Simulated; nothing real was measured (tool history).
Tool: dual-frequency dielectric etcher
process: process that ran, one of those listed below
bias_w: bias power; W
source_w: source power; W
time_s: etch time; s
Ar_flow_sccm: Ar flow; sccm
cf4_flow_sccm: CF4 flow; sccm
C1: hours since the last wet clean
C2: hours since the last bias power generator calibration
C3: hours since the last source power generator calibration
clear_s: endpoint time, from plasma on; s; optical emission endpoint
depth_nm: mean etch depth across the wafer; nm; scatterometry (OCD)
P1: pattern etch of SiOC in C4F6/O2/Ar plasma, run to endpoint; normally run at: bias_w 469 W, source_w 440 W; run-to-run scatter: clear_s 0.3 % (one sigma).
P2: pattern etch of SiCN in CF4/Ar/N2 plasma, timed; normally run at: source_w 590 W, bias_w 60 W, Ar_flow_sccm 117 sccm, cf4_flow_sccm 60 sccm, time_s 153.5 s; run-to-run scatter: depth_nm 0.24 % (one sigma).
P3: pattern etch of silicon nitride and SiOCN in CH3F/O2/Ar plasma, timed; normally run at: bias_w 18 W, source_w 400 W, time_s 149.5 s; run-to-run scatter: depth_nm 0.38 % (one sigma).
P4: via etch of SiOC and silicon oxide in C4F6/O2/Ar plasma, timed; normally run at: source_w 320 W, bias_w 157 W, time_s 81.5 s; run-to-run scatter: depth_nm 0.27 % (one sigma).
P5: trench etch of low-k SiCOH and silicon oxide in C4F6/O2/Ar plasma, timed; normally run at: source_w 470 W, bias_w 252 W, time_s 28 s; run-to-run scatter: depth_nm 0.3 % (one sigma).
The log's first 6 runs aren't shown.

{"run": 7, "hour": 22.6, "process": "P3", "bias_w": 18, "source_w": 400, "time_s": 86, "C1": 90.5, "C2": 2554.9, "C3": 1495.5, "depth_nm": 10.598}
{"run": 8, "hour": 26.4, "process": "P2", "bias_w": 47, "source_w": 590, "time_s": 153.5, "Ar_flow_sccm": 117, "cf4_flow_sccm": 60, "C1": 94.3, "C2": 2558.7, "C3": 1499.3, "depth_nm": 138.27}
{"run": 9, "hour": 29.4, "process": "P2", "bias_w": 60, "source_w": 590, "time_s": 153.5, "Ar_flow_sccm": 117, "cf4_flow_sccm": 60, "C1": 97.3, "C2": 2561.7, "C3": 1502.3, "depth_nm": 150.16}
{"run": 10, "hour": 34.3, "process": "P4", "bias_w": 157, "source_w": 320, "time_s": 113.5, "C1": 102.2, "C2": 2566.6, "C3": 1507.2, "depth_nm": 110.08}
{"run": 11, "hour": 39.6, "process": "P4", "bias_w": 193, "source_w": 320, "time_s": 81.5, "C1": 107.5, "C2": 2571.9, "C3": 1512.5, "depth_nm": 84.869}
{"run": 12, "hour": 44.2, "process": "P3", "bias_w": 22, "source_w": 400, "time_s": 149.5, "C1": 112.1, "C2": 2576.5, "C3": 1517.1, "depth_nm": 19.996}
{"run": 13, "hour": 47.8, "process": "P1", "bias_w": 469, "source_w": 440, "C1": 115.7, "C2": 2580.1, "C3": 1520.7, "clear_s": 18.126}
{"run": 14, "hour": 51.6, "process": "P1", "bias_w": 612, "source_w": 440, "C1": 119.5, "C2": 2583.9, "C3": 1524.5, "clear_s": 16.457}
{"run": 15, "hour": 55.0, "process": "P3", "bias_w": 18, "source_w": 400, "time_s": 149.5, "C1": 122.9, "C2": 2587.3, "C3": 1527.9, "depth_nm": 18.437}
{"run": 16, "hour": 59.1, "process": "P3", "bias_w": 18, "source_w": 270, "time_s": 149.5, "C1": 127, "C2": 2591.4, "C3": 1532, "depth_nm": 15.971}
{"run": 17, "hour": 62.0, "process": "P4", "bias_w": 157, "source_w": 220, "time_s": 81.5, "C1": 129.9, "C2": 2594.3, "C3": 1534.9, "depth_nm": 68.565}
{"run": 18, "hour": 66.9, "process": "P5", "bias_w": 252, "source_w": 470, "time_s": 37, "C1": 134.8, "C2": 2599.2, "C3": 1539.8, "depth_nm": 133.78}

The next listed run, before its measurement:
{"run": 19, "hour": 72.0, "process": "P2", "bias_w": 60, "source_w": 590, "time_s": 153.5, "Ar_flow_sccm": 117, "cf4_flow_sccm": 82, "C1": 139.9, "C2": 2604.3, "C3": 1544.9, "depth_nm": "?"}

Run 19 gave depth_nm 159.15 nm.
